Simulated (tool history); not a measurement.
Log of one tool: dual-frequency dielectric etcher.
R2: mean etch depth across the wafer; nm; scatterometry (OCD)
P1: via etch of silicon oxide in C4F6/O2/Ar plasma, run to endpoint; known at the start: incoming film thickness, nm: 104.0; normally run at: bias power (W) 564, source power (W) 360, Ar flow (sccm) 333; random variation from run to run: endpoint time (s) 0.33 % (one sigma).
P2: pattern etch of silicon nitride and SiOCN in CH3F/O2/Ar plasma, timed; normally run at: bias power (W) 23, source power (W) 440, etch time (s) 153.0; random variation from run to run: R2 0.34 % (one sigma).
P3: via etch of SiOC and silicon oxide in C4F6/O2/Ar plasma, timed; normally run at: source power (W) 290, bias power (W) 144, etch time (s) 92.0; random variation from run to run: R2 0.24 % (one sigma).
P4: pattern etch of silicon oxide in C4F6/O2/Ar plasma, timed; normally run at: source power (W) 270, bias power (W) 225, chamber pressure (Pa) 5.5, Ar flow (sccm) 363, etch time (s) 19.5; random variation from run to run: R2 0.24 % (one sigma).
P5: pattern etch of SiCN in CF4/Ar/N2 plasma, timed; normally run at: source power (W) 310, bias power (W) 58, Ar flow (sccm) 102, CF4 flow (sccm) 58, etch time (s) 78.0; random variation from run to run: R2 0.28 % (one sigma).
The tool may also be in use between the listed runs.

run 1 hour=10.6 | process_that_ran=P1 bias_power_(W)=564 source_power_(W)=360 Ar_flow_(sccm)=333 | endpoint_time_(s)=22.849
run 2 hour=23.0 | process_that_ran=P1 bias_power_(W)=564 source_power_(W)=360 Ar_flow_(sccm)=333 | endpoint_time_(s)=22.811
run 3 hour=37.0 | process_that_ran=P1 bias_power_(W)=564 source_power_(W)=510 Ar_flow_(sccm)=333 | endpoint_time_(s)=20.117
run 4 hour=46.3 | process_that_ran=P2 bias_power_(W)=23 source_power_(W)=440 etch_time_(s)=153.0 | R2=22.309
run 5 hour=57.0 | process_that_ran=P2 bias_power_(W)=23 source_power_(W)=440 etch_time_(s)=219.0 | R2=31.936
run 6 hour=65.7 | process_that_ran=P5 bias_power_(W)=58 source_power_(W)=220 Ar_flow_(sccm)=102 etch_time_(s)=78.0 CF4_flow_(sccm)=58 | R2=31.764
run 7 hour=76.7 | process_that_ran=P3 bias_power_(W)=97 source_power_(W)=290 etch_time_(s)=92.0 | R2=76.935
run 8 hour=84.2 | process_that_ran=P4 bias_power_(W)=225 source_power_(W)=270 Ar_flow_(sccm)=363 etch_time_(s)=19.5 chamber_pressure_(Pa)=6.8 | R2=52.005
run 9 hour=94.8 | process_that_ran=P1 bias_power_(W)=564 source_power_(W)=360 Ar_flow_(sccm)=241 | endpoint_time_(s)=22.110
run 10 hour=106.9 | process_that_ran=P5 bias_power_(W)=72 source_power_(W)=310 Ar_flow_(sccm)=102 etch_time_(s)=78.0 CF4_flow_(sccm)=58 | R2=46.532
run 11 hour=117.1 | process_that_ran=P4 bias_power_(W)=225 source_power_(W)=270 Ar_flow_(sccm)=363 etch_time_(s)=24.0 chamber_pressure_(Pa)=5.5 | R2=65.584
run 12 hour=124.2 | process_that_ran=P1 bias_power_(W)=564 source_power_(W)=360 Ar_flow_(sccm)=333 | endpoint_time_(s)=22.868
run 13 hour=134.1 | process_that_ran=P4 bias_power_(W)=225 source_power_(W)=270 Ar_flow_(sccm)=363 etch_time_(s)=19.5 chamber_pressure_(Pa)=5.5 | R2=53.383
run 14 hour=140.8 | process_that_ran=P5 bias_power_(W)=58 source_power_(W)=310 Ar_flow_(sccm)=142 etch_time_(s)=78.0 CF4_flow_(sccm)=58 | R2=40.502
run 15 hour=147.8 | process_that_ran=P3 bias_power_(W)=144 source_power_(W)=290 etch_time_(s)=55.5 | R2=52.327
run 16 hour=159.6 | process_that_ran=P2 bias_power_(W)=23 source_power_(W)=270 etch_time_(s)=153.0 | R2=18.914
run 17 hour=174.5 | process_that_ran=P4 bias_power_(W)=225 source_power_(W)=350 Ar_flow_(sccm)=363 etch_time_(s)=19.5 chamber_pressure_(Pa)=5.5 | R2=58.814
run 18 hour=187.9 | process_that_ran=P1 bias_power_(W)=564 source_power_(W)=360 Ar_flow_(sccm)=333 | endpoint_time_(s)=22.845
run 19 hour=201.4 | process_that_ran=P4 bias_power_(W)=225 source_power_(W)=270 Ar_flow_(sccm)=497 etch_time_(s)=19.5 chamber_pressure_(Pa)=5.5 | R2=51.371
run 20 hour=212.2 | process_that_ran=P1 bias_power_(W)=413 source_power_(W)=360 Ar_flow_(sccm)=333 | endpoint_time_(s)=25.732
run 21 hour=227.0 | process_that_ran=P3 bias_power_(W)=144 source_power_(W)=370 etch_time_(s)=92.0 | R2=95.302
run 22 hour=235.9 | process_that_ran=P1 bias_power_(W)=728 source_power_(W)=260 Ar_flow_(sccm)=333 | endpoint_time_(s)=23.165
run 23 hour=250.9 | process_that_ran=P2 bias_power_(W)=31 source_power_(W)=440 etch_time_(s)=153.0 | R2=25.497
run 24 hour=260.1 | process_that_ran=P5 bias_power_(W)=58 source_power_(W)=310 Ar_flow_(sccm)=102 etch_time_(s)=78.0 CF4_flow_(sccm)=37 | R2=40.004
run 25 hour=266.7 | process_that_ran=P5 bias_power_(W)=58 source_power_(W)=310 Ar_flow_(sccm)=102 etch_time_(s)=48.5 CF4_flow_(sccm)=58 | R2=26.608
run 26 hour=273.2 | process_that_ran=P3 bias_power_(W)=144 source_power_(W)=290 etch_time_(s)=92.0 | R2=86.756
run 27 hour=282.9 | process_that_ran=P1 bias_power_(W)=752 source_power_(W)=360 Ar_flow_(sccm)=333 | endpoint_time_(s)=20.297
run 28 hour=289.6 | process_that_ran=P1 bias_power_(W)=564 source_power_(W)=360 Ar_flow_(sccm)=450 | endpoint_time_(s)=23.608
run 29 hour=302.4 | process_that_ran=P1 bias_power_(W)=717 source_power_(W)=260 Ar_flow_(sccm)=333 | endpoint_time_(s)=23.344
run 30 hour=314.1 | process_that_ran=P5 bias_power_(W)=58 source_power_(W)=310 Ar_flow_(sccm)=102 etch_time_(s)=78.0 CF4_flow_(sccm)=58 | R2=42.877
run 31 hour=321.5 | process_that_ran=P5 bias_power_(W)=58 source_power_(W)=310 Ar_flow_(sccm)=102 etch_time_(s)=78.0 CF4_flow_(sccm)=58 | R2=42.848
run 32 hour=331.6 | process_that_ran=P4 bias_power_(W)=225 source_power_(W)=270 Ar_flow_(sccm)=363 etch_time_(s)=19.5 chamber_pressure_(Pa)=5.5 | R2=53.369
run 33 hour=346.7 | process_that_ran=P4 bias_power_(W)=319 source_power_(W)=270 Ar_flow_(sccm)=363 etch_time_(s)=19.5 chamber_pressure_(Pa)=5.5 | R2=60.454
run 34 hour=356.2 | process_that_ran=P1 bias_power_(W)=564 source_power_(W)=230 Ar_flow_(sccm)=333 | endpoint_time_(s)=26.812
run 35 hour=365.4 | process_that_ran=P2 bias_power_(W)=23 source_power_(W)=440 etch_time_(s)=153.0 | R2=22.302
run 36 hour=372.3 | process_that_ran=P1 bias_power_(W)=564 source_power_(W)=360 Ar_flow_(sccm)=333 | endpoint_time_(s)=22.727
run 37 hour=385.1 | process_that_ran=P1 bias_power_(W)=564 source_power_(W)=360 Ar_flow_(sccm)=333 | endpoint_time_(s)=22.661
run 38 hour=400.0 | process_that_ran=P1 bias_power_(W)=564 source_power_(W)=360 Ar_flow_(sccm)=333 | endpoint_time_(s)=22.642
-- hour=404.2 Ar flow controller replaced
-- hour=407.4 wet clean of the chamber
run 39 hour=413.2 | process_that_ran=P1 bias_power_(W)=564 source_power_(W)=360 Ar_flow_(sccm)=333 | endpoint_time_(s)=22.456
run 40 hour=424.2 | process_that_ran=P1 bias_power_(W)=564 source_power_(W)=360 Ar_flow_(sccm)=333 | endpoint_time_(s)=22.453
run 41 hour=434.2 | process_that_ran=P1 bias_power_(W)=564 source_power_(W)=360 Ar_flow_(sccm)=333 | endpoint_time_(s)=22.509
run 42 hour=441.2 | process_that_ran=P1 bias_power_(W)=564 source_power_(W)=360 Ar_flow_(sccm)=333 | endpoint_time_(s)=22.383
run 43 hour=447.8 | process_that_ran=P1 bias_power_(W)=564 source_power_(W)=360 Ar_flow_(sccm)=333 | endpoint_time_(s)=22.379
run 44 hour=458.7 | process_that_ran=P1 bias_power_(W)=564 source_power_(W)=360 Ar_flow_(sccm)=333 | endpoint_time_(s)=22.408

What P1 gives has crept away from where it was. These 2 causes fit the log equally well, each at the size given:
A: source power that arrives over what is set, % = 4.59
B: bias power that arrives over what is set, % = 4.39
The creep began at about hour 372.3.
Why every other cause is out:
chamber walls in a state that raises the etch rate, %: serviced at hour 407.4, which brought nothing back
Ar flow that arrives under what is set, %: serviced at hour 404.2, which brought nothing back

4 check runs are offered, one wafer each, their results left as question marks. Which one tells the causes apart?
run check 1 hour=469.6 | process_that_ran=P5 bias_power_(W)=58 source_power_(W)=310 Ar_flow_(sccm)=102 etch_time_(s)=78.0 CF4_flow_(sccm)=58 | R2=?
run check 2 hour=469.6 | process_that_ran=P2 bias_power_(W)=23 source_power_(W)=440 etch_time_(s)=153.0 | R2=?
run check 3 hour=469.6 | process_that_ran=P4 bias_power_(W)=225 source_power_(W)=270 Ar_flow_(sccm)=363 etch_time_(s)=19.5 chamber_pressure_(Pa)=5.5 | R2=?
run check 4 hour=469.6 | process_that_ran=P3 bias_power_(W)=144 source_power_(W)=290 etch_time_(s)=92.0 | R2=?

What each check would give under each cause:
check=check_1 result=R2 if_A=44.660 if_B=43.595
check=check_2 result=R2 if_A=22.599 if_B=22.682
check=check_3 result=R2 if_A=54.225 if_B=54.091
check=check_4 result=R2 if_A=88.222 if_B=87.876
How far apart the two closest causes lie, in the result that separates them most: check 1 2.42 %; check 2 0.37 %; check 3 0.25 %; check 4 0.39 %
Check 1 tells the causes apart: in the others they would give nearly the same result.

Check 1 was then run and gave: R2 43.725 nm. Which cause is it?

It is B: bias power that arrives over what is set, %.
